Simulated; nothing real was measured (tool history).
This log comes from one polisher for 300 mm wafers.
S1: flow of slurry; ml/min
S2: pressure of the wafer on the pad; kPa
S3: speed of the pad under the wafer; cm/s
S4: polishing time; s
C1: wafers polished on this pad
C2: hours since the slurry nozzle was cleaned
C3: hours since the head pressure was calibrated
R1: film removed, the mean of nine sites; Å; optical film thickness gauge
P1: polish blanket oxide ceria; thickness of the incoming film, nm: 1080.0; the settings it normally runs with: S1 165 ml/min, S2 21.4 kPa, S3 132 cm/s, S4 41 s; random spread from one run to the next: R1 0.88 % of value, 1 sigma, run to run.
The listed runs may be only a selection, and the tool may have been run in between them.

run    day   S1    S2   S3  S4    C1     C2     C3      R1
  1  0.242  165  21.4  132  41   318   66.9  328.6  2612.1
  2  0.350  165  11.7  172  41   348   69.5  331.2  1888.3
  3  0.500  165  28.3  132  19   388   73.1  334.8  1593.8
  4  0.696  165  21.4  132  41   441   77.8  339.5  2637.7
  5  0.925  165  21.4  132  41   503   83.3  345.0  2620.3
  6  1.100  165  21.4  132  41   551   87.5  349.2  2645.5
  7  1.225  165  21.4  170  41   585   90.5  352.2  3333.6
  8  1.342  165  10.3  132  41   616   93.3  355.0  1265.4
  9  1.525  165  21.4   90  41   666   97.7  359.4  1798.4
 10  1.721  230  11.0  132  41   719  102.4  364.1  1405.4
 11  1.888  165  21.4  132  41   764  106.4  368.1  2616.0
 12  2.083  165  21.4  132  19   817  111.1  372.8  1218.3
 13  2.292  165  33.8  132  41   874  116.1  377.8  4144.1
 14  2.500  165  21.4  132  41   930  121.1  382.8  2682.0
 15  2.658  165  21.4  132  58   973  124.9  386.6  3703.2
 16  2.783  100  21.4  132  41  1007  127.9  389.6  2380.4
 17  2.929  225  21.4  132  41  1046  131.4  393.1  2726.7
 18  3.117  165  21.4  132  41  1097  135.9  397.6  2613.7
 19  3.229  165  21.4  132  41  1127  138.6  400.3  2568.0
 20  3.475  165  21.4  132  41  1194  144.5  406.2  2478.4
 21  3.662  165  21.4  132  41  1245  149.0  410.7  2502.2
     3.725  -- head pressure recalibrated
 22  3.879  165  21.4  132  41  1304  154.2    3.7  2467.3
 23  4.071  165  21.4  132  41  1355  158.8    8.3  2450.0
 24  4.292  165  21.4  132  41  1415  164.1   13.6  2464.2

The output of P1 has drifted from where it used to be. Each of the 2 causes below, taken at the size shown beside it, accounts for the log equally well:
A: slurry flow missing at the pad, % = 28
B: removal rate lost through wear of the pad, % = 5.91
The onset of the drift is placed at about day 3.117.
Excluded causes, each with its reason:
head's pressure below its setpoint, %: serviced at day 3.725, after the change had begun; the process did not return to its earlier output

The list below offers 4 check runs, each averaging the results of 5 wafers, and shows each result as a question mark. For which of them would the listed causes give clearly different results?
check 1  4.512  165  26.2  132  41               ?
check 2  4.512  165  26.9  132  51               ?
check 3  4.512  165  25.5  132  41               ?
check 4  4.512  100  11.0  132  41               ?

Predicted outcomes, by check and by cause:
  check  result    if A    if B
check 1      R1  3023.3  3023.1
check 2      R1  3859.7  3859.4
check 3      R1  2943.7  2943.6
check 4      R1  1112.2  1150.8
How far apart the two closest causes lie, in the result that separates them most: check 1 0.01 %; check 2 0.01 %; check 3 0.01 %; check 4 3.41 %
Check 4 distinguishes between the causes, while the remaining checks would return nearly the same result for all of them.

The results of check 4 are: R1 1159.1 Å. Based on these, which of the listed causes is it?

It is B: removal rate lost through wear of the pad, %.
